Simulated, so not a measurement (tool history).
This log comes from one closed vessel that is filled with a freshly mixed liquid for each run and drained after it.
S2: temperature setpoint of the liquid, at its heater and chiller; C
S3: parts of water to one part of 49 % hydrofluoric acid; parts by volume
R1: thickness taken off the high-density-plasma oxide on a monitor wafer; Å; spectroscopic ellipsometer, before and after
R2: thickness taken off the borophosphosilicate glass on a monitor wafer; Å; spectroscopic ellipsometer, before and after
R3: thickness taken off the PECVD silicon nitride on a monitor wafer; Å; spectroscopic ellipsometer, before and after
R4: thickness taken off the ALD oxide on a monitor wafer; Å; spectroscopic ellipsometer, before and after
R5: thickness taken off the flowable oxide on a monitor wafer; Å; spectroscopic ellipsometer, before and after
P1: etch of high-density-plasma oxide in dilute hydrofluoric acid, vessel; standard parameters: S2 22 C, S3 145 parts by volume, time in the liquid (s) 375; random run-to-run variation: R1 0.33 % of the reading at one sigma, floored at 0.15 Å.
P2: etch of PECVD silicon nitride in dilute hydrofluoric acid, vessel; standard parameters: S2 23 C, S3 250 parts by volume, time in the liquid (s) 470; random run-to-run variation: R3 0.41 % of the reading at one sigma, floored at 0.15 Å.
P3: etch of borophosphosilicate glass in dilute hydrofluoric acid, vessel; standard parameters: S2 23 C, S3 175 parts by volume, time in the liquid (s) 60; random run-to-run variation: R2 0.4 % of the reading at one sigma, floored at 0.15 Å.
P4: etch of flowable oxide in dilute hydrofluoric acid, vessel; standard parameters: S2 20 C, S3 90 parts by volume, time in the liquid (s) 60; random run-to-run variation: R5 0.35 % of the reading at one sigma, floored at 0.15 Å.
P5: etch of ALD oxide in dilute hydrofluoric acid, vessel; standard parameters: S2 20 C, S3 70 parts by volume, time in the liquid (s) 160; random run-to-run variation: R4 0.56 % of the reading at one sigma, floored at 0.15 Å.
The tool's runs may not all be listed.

Run 1, day 0.483: process that ran P1, S2 22 C, S3 145 parts by volume, time in the liquid (s) 375. Result: R1 112.73 Å.
Run 2, day 1.162: process that ran P1, S2 22 C, S3 145 parts by volume, time in the liquid (s) 375. Result: R1 112.99 Å.
Run 3, day 1.521: process that ran P3, S2 23 C, S3 175 parts by volume, time in the liquid (s) 30. Result: R2 86.554 Å.
Run 4, day 2.108: process that ran P2, S2 29.5 C, S3 250 parts by volume, time in the liquid (s) 470. Result: R3 119.77 Å.
Run 5, day 2.662: process that ran P1, S2 22 C, S3 145 parts by volume, time in the liquid (s) 375. Result: R1 112.56 Å.
Run 6, day 3.288: process that ran P5, S2 20 C, S3 100 parts by volume, time in the liquid (s) 160. Result: R4 137.07 Å.
Run 7, day 3.842: process that ran P1, S2 17 C, S3 145 parts by volume, time in the liquid (s) 375. Result: R1 92.423 Å.
Run 8, day 4.175: process that ran P1, S2 22 C, S3 245 parts by volume, time in the liquid (s) 375. Result: R1 59.745 Å.
Run 9, day 4.708: process that ran P4, S2 20 C, S3 90 parts by volume, time in the liquid (s) 100. Result: R5 430.59 Å.
Run 10, day 5.058: process that ran P4, S2 20 C, S3 145 parts by volume, time in the liquid (s) 60. Result: R5 150.57 Å.
Run 11, day 5.792: process that ran P4, S2 27.5 C, S3 90 parts by volume, time in the liquid (s) 60. Result: R5 346.02 Å.
Run 12, day 6.5: process that ran P1, S2 22 C, S3 145 parts by volume, time in the liquid (s) 30. Result: R1 8.8437 Å.
Run 13, day 7.021: process that ran P1, S2 22 C, S3 145 parts by volume, time in the liquid (s) 550. Result: R1 164.73 Å.
Run 14, day 7.458: process that ran P1, S2 26.5 C, S3 145 parts by volume, time in the liquid (s) 375. Result: R1 133.81 Å.
Run 15, day 8.071: process that ran P5, S2 20 C, S3 70 parts by volume, time in the liquid (s) 160. Result: R4 204.86 Å.
Run 16, day 8.654: process that ran P2, S2 23 C, S3 250 parts by volume, time in the liquid (s) 915. Result: R3 156.11 Å.
Run 17, day 9.108: process that ran P3, S2 23 C, S3 285 parts by volume, time in the liquid (s) 60. Result: R2 95.032 Å.
Run 18, day 9.558: process that ran P2, S2 23 C, S3 250 parts by volume, time in the liquid (s) 470. Result: R3 80.637 Å.
Run 19, day 9.967: process that ran P1, S2 22 C, S3 90 parts by volume, time in the liquid (s) 190. Result: R1 97.957 Å.
Run 20, day 10.421: process that ran P3, S2 23 C, S3 175 parts by volume, time in the liquid (s) 60. Result: R2 171.41 Å.
Run 21, day 10.796: process that ran P1, S2 22 C, S3 80 parts by volume, time in the liquid (s) 375. Result: R1 219.87 Å.
Run 22, day 11.446: process that ran P1, S2 22 C, S3 145 parts by volume, time in the liquid (s) 375. Result: R1 111.82 Å.
Run 23, day 11.921: process that ran P5, S2 20 C, S3 70 parts by volume, time in the liquid (s) 160. Result: R4 201.77 Å.
Run 24, day 12.588: process that ran P1, S2 25.5 C, S3 50 parts by volume, time in the liquid (s) 375. Result: R1 420.28 Å.
Run 25, day 13.05: process that ran P5, S2 27 C, S3 70 parts by volume, time in the liquid (s) 160. Result: R4 269.8 Å.
Run 26, day 13.412: process that ran P4, S2 20 C, S3 90 parts by volume, time in the liquid (s) 60. Result: R5 257.72 Å.
Run 27, day 14.012: process that ran P5, S2 20 C, S3 70 parts by volume, time in the liquid (s) 280. Result: R4 354.55 Å.
Run 28, day 14.346: process that ran P2, S2 23 C, S3 455 parts by volume, time in the liquid (s) 470. Result: R3 44.547 Å.
Run 29, day 14.662: process that ran P3, S2 17 C, S3 175 parts by volume, time in the liquid (s) 60. Result: R2 136.14 Å.
Run 30, day 15.171: process that ran P1, S2 22 C, S3 145 parts by volume, time in the liquid (s) 375. Result: R1 112.94 Å.
Run 31, day 15.492: process that ran P1, S2 22 C, S3 145 parts by volume, time in the liquid (s) 375. Result: R1 111.6 Å.

For run 32, what comes out?
Run 32, day 16.167: process that ran P1, S2 22 C, S3 145 parts by volume, time in the liquid (s) 375. Result: R1 ?.

Run 32 yielded R1 112.73 Å.
